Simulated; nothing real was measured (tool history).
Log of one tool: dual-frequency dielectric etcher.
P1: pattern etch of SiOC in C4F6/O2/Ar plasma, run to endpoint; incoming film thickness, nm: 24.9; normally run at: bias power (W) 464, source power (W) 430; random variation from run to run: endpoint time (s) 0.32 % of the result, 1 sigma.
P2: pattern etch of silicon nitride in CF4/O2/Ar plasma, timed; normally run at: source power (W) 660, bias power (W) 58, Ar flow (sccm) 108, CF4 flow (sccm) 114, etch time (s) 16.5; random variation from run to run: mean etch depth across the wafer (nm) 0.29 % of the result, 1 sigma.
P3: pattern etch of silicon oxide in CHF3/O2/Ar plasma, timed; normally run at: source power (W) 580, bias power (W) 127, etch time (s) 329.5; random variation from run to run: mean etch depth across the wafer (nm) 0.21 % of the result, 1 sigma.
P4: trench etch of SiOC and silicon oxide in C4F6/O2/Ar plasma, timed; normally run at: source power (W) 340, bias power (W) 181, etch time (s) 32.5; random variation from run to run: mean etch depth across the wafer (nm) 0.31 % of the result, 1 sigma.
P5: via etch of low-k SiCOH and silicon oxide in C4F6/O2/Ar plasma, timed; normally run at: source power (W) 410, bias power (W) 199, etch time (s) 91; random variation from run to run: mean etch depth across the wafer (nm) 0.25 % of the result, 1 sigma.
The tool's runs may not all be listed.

run	day	process that ran	bias power (W)	source power (W)	Ar flow (sccm)	CF4 flow (sccm)	etch time (s)	hours since the last wet clean	hours since the last bias power generator calibration	hours since the last source power generator calibration	endpoint time (s)	mean etch depth across the wafer (nm)
1	0.375	P1	464	430				52.3	647.5	2849.5	8.6018	
2	0.646	P2	73	660	108	114	16.5	58.8	654	2856		45.855
3	0.829	P3	157	580			329.5	63.2	658.4	2860.4		607.91
4	1.025	P4	181	340			20.5	67.9	663.1	2865.1		37.459
5	1.362	P2	58	660	108	114	20.5	76	671.2	2873.2		52.288
6	1.596	P5	199	410			91	81.6	676.8	2878.8		268.64
7	1.842	P2	58	660	108	114	16.5	87.5	682.7	2884.7		41.872
8	2.075	P1	270	430				93.1	688.3	2890.3	10.475	
9	2.354	P1	464	430				99.8	695	2897	8.6657	
10	2.583	P5	199	520			91	105.3	700.5	2902.5		292.64
11	2.929	P2	58	660	83	114	16.5	113.6	708.8	2910.8		43.25
12	3.117	P1	464	430				118.1	713.3	2915.3	8.6268	
13	3.383	P1	464	310				124.5	719.7	2921.7	9.6915	
14	3.746	P1	464	430				133.2	728.4	2930.4	8.6491	
15	4	P2	58	660	108	114	16.5	139.3	734.5	2936.5		41.729
16	4.362	P1	464	430				148	743.2	2945.2	8.6306	
17	4.529	P3	127	470			329.5	152	747.2	2949.2		523.4
18	4.867	P3	127	580			329.5	160.1	755.3	2957.3		568.93
19	5.112	P1	583	430				166	761.2	2963.2	7.9309	
20	5.446	P2	58	420	108	114	16.5	174	769.2	2971.2		28.206
21	5.792	P5	199	410			60	182.3	777.5	2979.5		176.3
22	5.958	P2	58	660	108	72	16.5	186.3	781.5	2983.5		39.548
23	6.338	P4	181	340			32.5	195.4	790.6	2992.6		59.311
24	6.629	P3	127	580			443.5	202.4	797.6	2999.6		767.27
25	6.9	P5	279	410			91	208.9	804.1	3006.1		298.77
26	7.196	P4	256	340			32.5	216	811.2	3013.2		66.885
27	7.517	P1	293	530				223.7	818.9	3020.9	9.3544	
28	7.842	P1	464	570				231.5	826.7	3028.7	7.7704	
29	8.15	P4	181	210			32.5	238.9	834.1	3036.1		49.463
30	8.525	P1	464	430				247.9	843.1	3045.1	8.646	
31	8.758	P1	464	430				253.5	848.7	3050.7	8.6235	
32	9.125	P1	464	430				262.3	857.5	3059.5	8.7118	
33	9.479	P1	464	430				270.8	866	3068	8.7592	
34	9.75	P1	464	430				277.3	872.5	3074.5	8.7378	
35	10.079	P1	464	430				285.2	880.4	3082.4	8.743	
36	10.292	P1	464	430				290.3	885.5	3087.5	8.7666	
# day 10.417: wet clean of the chamber
37	10.525	P1	464	430				2.7	891.1	3093.1	8.7783	
38	10.758	P1	464	430				8.3	896.7	3098.7	8.7853	
39	11.092	P1	464	430				16.3	904.7	3106.7	8.7333	

What P1 gives has crept away from where it was. These 2 causes fit the log equally well, each at the size given:
A: source power that arrives under what is set, % = 4.27
B: bias power that arrives under what is set, % = 4.31
The creep began at about day 8.758.
Why every other cause is out:
chamber walls in a state that lowers the etch rate, %: serviced at day 10.417, which brought nothing back

4 check runs are offered, one wafer each, their results left as question marks. Which one tells the causes apart?
check 1	11.425	P3	127	580			329.5					?
check 2	11.425	P4	181	340			32.5					?
check 3	11.425	P2	58	660	108	114	16.5					?
check 4	11.425	P5	199	410			91					?

What each check would give under each cause:
check	result	if A	if B
check 1	mean etch depth across the wafer (nm)	558.9	560.77
check 2	mean etch depth across the wafer (nm)	58.522	58.688
check 3	mean etch depth across the wafer (nm)	40.427	41.306
check 4	mean etch depth across the wafer (nm)	262.57	263.3
How far apart the two closest causes lie, in the result that separates them most: check 1 0.33 %; check 2 0.28 %; check 3 2.15 %; check 4 0.28 %
Only check 3 tells the causes apart: in the others they would give nearly the same result.

Check 3 was then run and gave: mean etch depth across the wafer (nm) 40.387. Which cause is it?

It is A: source power that arrives under what is set, %.

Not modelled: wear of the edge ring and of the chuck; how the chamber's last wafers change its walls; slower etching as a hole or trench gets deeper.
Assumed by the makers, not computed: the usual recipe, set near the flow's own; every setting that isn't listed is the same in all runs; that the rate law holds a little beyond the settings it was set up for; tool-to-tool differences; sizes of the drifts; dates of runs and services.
